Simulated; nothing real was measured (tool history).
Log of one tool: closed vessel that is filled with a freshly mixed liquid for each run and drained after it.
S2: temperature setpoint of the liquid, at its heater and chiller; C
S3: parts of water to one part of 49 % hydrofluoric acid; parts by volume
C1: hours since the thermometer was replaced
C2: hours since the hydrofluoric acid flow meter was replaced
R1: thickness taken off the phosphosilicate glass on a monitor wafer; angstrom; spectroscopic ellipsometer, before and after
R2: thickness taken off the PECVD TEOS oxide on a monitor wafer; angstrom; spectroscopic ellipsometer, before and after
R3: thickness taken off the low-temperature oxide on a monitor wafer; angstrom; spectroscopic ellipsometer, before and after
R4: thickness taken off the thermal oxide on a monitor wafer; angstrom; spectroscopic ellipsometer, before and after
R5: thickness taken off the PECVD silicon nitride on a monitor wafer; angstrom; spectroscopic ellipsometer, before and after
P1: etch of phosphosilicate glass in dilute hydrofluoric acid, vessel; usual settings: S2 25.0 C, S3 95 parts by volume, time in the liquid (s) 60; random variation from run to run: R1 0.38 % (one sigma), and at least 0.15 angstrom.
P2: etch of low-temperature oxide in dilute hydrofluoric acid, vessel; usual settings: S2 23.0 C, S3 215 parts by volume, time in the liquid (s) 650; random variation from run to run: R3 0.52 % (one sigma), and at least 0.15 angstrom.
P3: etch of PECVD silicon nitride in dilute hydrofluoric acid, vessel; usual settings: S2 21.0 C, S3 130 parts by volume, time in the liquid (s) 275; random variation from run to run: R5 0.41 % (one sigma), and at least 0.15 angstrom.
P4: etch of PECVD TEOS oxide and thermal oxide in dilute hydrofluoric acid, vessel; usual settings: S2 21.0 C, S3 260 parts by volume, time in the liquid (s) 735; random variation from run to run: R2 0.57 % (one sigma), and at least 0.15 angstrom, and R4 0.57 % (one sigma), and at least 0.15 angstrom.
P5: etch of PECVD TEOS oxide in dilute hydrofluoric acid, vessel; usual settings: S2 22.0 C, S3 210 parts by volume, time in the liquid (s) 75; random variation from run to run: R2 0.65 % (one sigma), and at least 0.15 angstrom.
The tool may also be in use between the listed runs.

run 1 hour=10.7 | process_that_ran=P1 S2=25.0 S3=95 time_in_the_liquid_(s)=60 | C1=413.1 C2=510.3 | R1=1132.50
run 2 hour=22.2 | process_that_ran=P5 S2=22.0 S3=380 time_in_the_liquid_(s)=75 | C1=424.6 C2=521.8 | R2=22.299
run 3 hour=37.6 | process_that_ran=P2 S2=23.0 S3=215 time_in_the_liquid_(s)=1300 | C1=440.0 C2=537.2 | R3=1063.90
run 4 hour=48.7 | process_that_ran=P4 S2=21.0 S3=260 time_in_the_liquid_(s)=45 | C1=451.1 C2=548.3 | R2=24.870 R4=6.2101
run 5 hour=61.9 | process_that_ran=P2 S2=23.0 S3=215 time_in_the_liquid_(s)=650 | C1=464.3 C2=561.5 | R3=533.63
run 6 hour=74.4 | process_that_ran=P1 S2=29.0 S3=95 time_in_the_liquid_(s)=60 | C1=476.8 C2=574.0 | R1=1321.10
run 7 hour=90.7 | process_that_ran=P5 S2=22.0 S3=210 time_in_the_liquid_(s)=75 | C1=493.1 C2=590.3 | R2=48.022
run 8 hour=105.0 | process_that_ran=P4 S2=17.0 S3=260 time_in_the_liquid_(s)=735 | C1=507.4 C2=604.6 | R2=350.680 R4=86.2280
run 9 hour=121.6 | process_that_ran=P1 S2=25.0 S3=95 time_in_the_liquid_(s)=60 | C1=524.0 C2=621.2 | R1=1127.00
run 10 hour=129.8 | process_that_ran=P1 S2=25.0 S3=95 time_in_the_liquid_(s)=30 | C1=532.2 C2=629.4 | R1=560.55
run 11 hour=147.0 | process_that_ran=P4 S2=21.0 S3=260 time_in_the_liquid_(s)=735 | C1=549.4 C2=646.6 | R2=403.290 R4=99.6640
run 12 hour=155.9 | process_that_ran=P4 S2=21.0 S3=260 time_in_the_liquid_(s)=735 | C1=558.3 C2=655.5 | R2=403.060 R4=100.1800
run 13 hour=168.4 | process_that_ran=P1 S2=25.0 S3=95 time_in_the_liquid_(s)=60 | C1=570.8 C2=668.0 | R1=1127.40
run 14 hour=180.6 | process_that_ran=P1 S2=25.0 S3=95 time_in_the_liquid_(s)=60 | C1=583.0 C2=680.2 | R1=1126.10
run 15 hour=190.0 | process_that_ran=P1 S2=25.0 S3=95 time_in_the_liquid_(s)=60 | C1=592.4 C2=689.6 | R1=1134.10
run 16 hour=201.6 | process_that_ran=P3 S2=21.0 S3=130 time_in_the_liquid_(s)=425 | C1=604.0 C2=701.2 | R5=77.366
run 17 hour=214.4 | process_that_ran=P1 S2=25.0 S3=20 time_in_the_liquid_(s)=60 | C1=616.8 C2=714.0 | R1=5930.90
run 18 hour=232.8 | process_that_ran=P3 S2=21.0 S3=130 time_in_the_liquid_(s)=275 | C1=635.2 C2=732.4 | R5=49.887
run 19 hour=245.7 | process_that_ran=P1 S2=25.0 S3=20 time_in_the_liquid_(s)=30 | C1=648.1 C2=745.3 | R1=2967.50
run 20 hour=258.9 | process_that_ran=P1 S2=19.0 S3=95 time_in_the_liquid_(s)=60 | C1=661.3 C2=758.5 | R1=880.62
run 21 hour=273.6 | process_that_ran=P3 S2=21.0 S3=200 time_in_the_liquid_(s)=275 | C1=676.0 C2=773.2 | R5=32.849
run 22 hour=288.2 | process_that_ran=P2 S2=23.0 S3=215 time_in_the_liquid_(s)=650 | C1=690.6 C2=787.8 | R3=531.96
run 23 hour=301.5 | process_that_ran=P1 S2=28.5 S3=95 time_in_the_liquid_(s)=30 | C1=703.9 C2=801.1 | R1=647.31
run 24 hour=309.6 | process_that_ran=P1 S2=25.0 S3=165 time_in_the_liquid_(s)=60 | C1=712.0 C2=809.2 | R1=599.03
run 25 hour=318.5 | process_that_ran=P2 S2=18.0 S3=215 time_in_the_liquid_(s)=650 | C1=720.9 C2=818.1 | R3=441.58
run 26 hour=332.2 | process_that_ran=P1 S2=25.0 S3=95 time_in_the_liquid_(s)=115 | C1=734.6 C2=831.8 | R1=2172.10
run 27 hour=345.2 | process_that_ran=P3 S2=25.5 S3=130 time_in_the_liquid_(s)=275 | C1=747.6 C2=844.8 | R5=67.228
run 28 hour=354.4 | process_that_ran=P5 S2=17.0 S3=210 time_in_the_liquid_(s)=75 | C1=756.8 C2=854.0 | R2=39.354
run 29 hour=367.5 | process_that_ran=P1 S2=21.5 S3=95 time_in_the_liquid_(s)=85 | C1=769.9 C2=867.1 | R1=1396.50
run 30 hour=377.2 | process_that_ran=P2 S2=23.0 S3=75 time_in_the_liquid_(s)=650 | C1=779.6 C2=876.8 | R3=1793.20
run 31 hour=389.0 | process_that_ran=P5 S2=22.0 S3=210 time_in_the_liquid_(s)=30 | C1=791.4 C2=888.6 | R2=19.003
run 32 hour=397.1 | process_that_ran=P1 S2=25.0 S3=95 time_in_the_liquid_(s)=60 | C1=799.5 C2=896.7 | R1=1131.30
run 33 hour=413.7 | process_that_ran=P4 S2=21.0 S3=80 time_in_the_liquid_(s)=735 | C1=816.1 C2=913.3 | R2=1561.300 R4=392.7200
run 34 hour=428.6 | process_that_ran=P1 S2=25.0 S3=95 time_in_the_liquid_(s)=60 | C1=831.0 C2=928.2 | R1=1121.60
run 35 hour=437.4 | process_that_ran=P1 S2=25.0 S3=95 time_in_the_liquid_(s)=60 | C1=839.8 C2=937.0 | R1=1163.90
run 36 hour=454.5 | process_that_ran=P1 S2=25.0 S3=95 time_in_the_liquid_(s)=60 | C1=856.9 C2=954.1 | R1=1187.00
run 37 hour=463.7 | process_that_ran=P1 S2=25.0 S3=95 time_in_the_liquid_(s)=60 | C1=866.1 C2=963.3 | R1=1193.30
run 38 hour=481.8 | process_that_ran=P1 S2=25.0 S3=95 time_in_the_liquid_(s)=60 | C1=884.2 C2=981.4 | R1=1211.50
run 39 hour=493.8 | process_that_ran=P1 S2=25.0 S3=95 time_in_the_liquid_(s)=60 | C1=896.2 C2=993.4 | R1=1203.70
run 40 hour=503.7 | process_that_ran=P1 S2=25.0 S3=95 time_in_the_liquid_(s)=60 | C1=906.1 C2=1003.3 | R1=1206.90

What P1 gives has crept away from where it was. These 2 causes fit the log equally well, each at the size given:
A: liquid hotter than its thermometer reads (K) = 1.65
B: hydrofluoric acid flow above the setpoint (%) = 5.93
The creep began at about hour 428.6.

4 check runs are offered, one wafer each, their results left as question marks. Which one tells the causes apart?
run check 1 hour=513.6 | process_that_ran=P5 S2=22.0 S3=210 time_in_the_liquid_(s)=75 | R2=?
run check 2 hour=513.6 | process_that_ran=P3 S2=21.0 S3=130 time_in_the_liquid_(s)=275 | R5=?
run check 3 hour=513.6 | process_that_ran=P4 S2=21.0 S3=260 time_in_the_liquid_(s)=735 | R2=? R4=?
run check 4 hour=513.6 | process_that_ran=P2 S2=23.0 S3=215 time_in_the_liquid_(s)=650 | R3=?

What each check would give under each cause:
check=check_1 result=R2 if_A=50.614 if_B=51.035
check=check_2 result=R5 if_A=55.580 if_B=52.713
check=check_3 result=R2 if_A=427.510 if_B=432.320
check=check_3 result=R4 if_A=106.5600 if_B=107.7600
check=check_4 result=R3 if_A=565.69 if_B=571.17
How far apart the two closest causes lie, in the result that separates them most: check 1 0.83 %; check 2 5.3 %; check 3 1.12 %; check 4 0.97 %
Check 2 tells the causes apart: in the others they would give nearly the same result.

Check 2 was then run and gave: R5 52.340 angstrom. Which cause is it?

It is B: hydrofluoric acid flow above the setpoint (%).
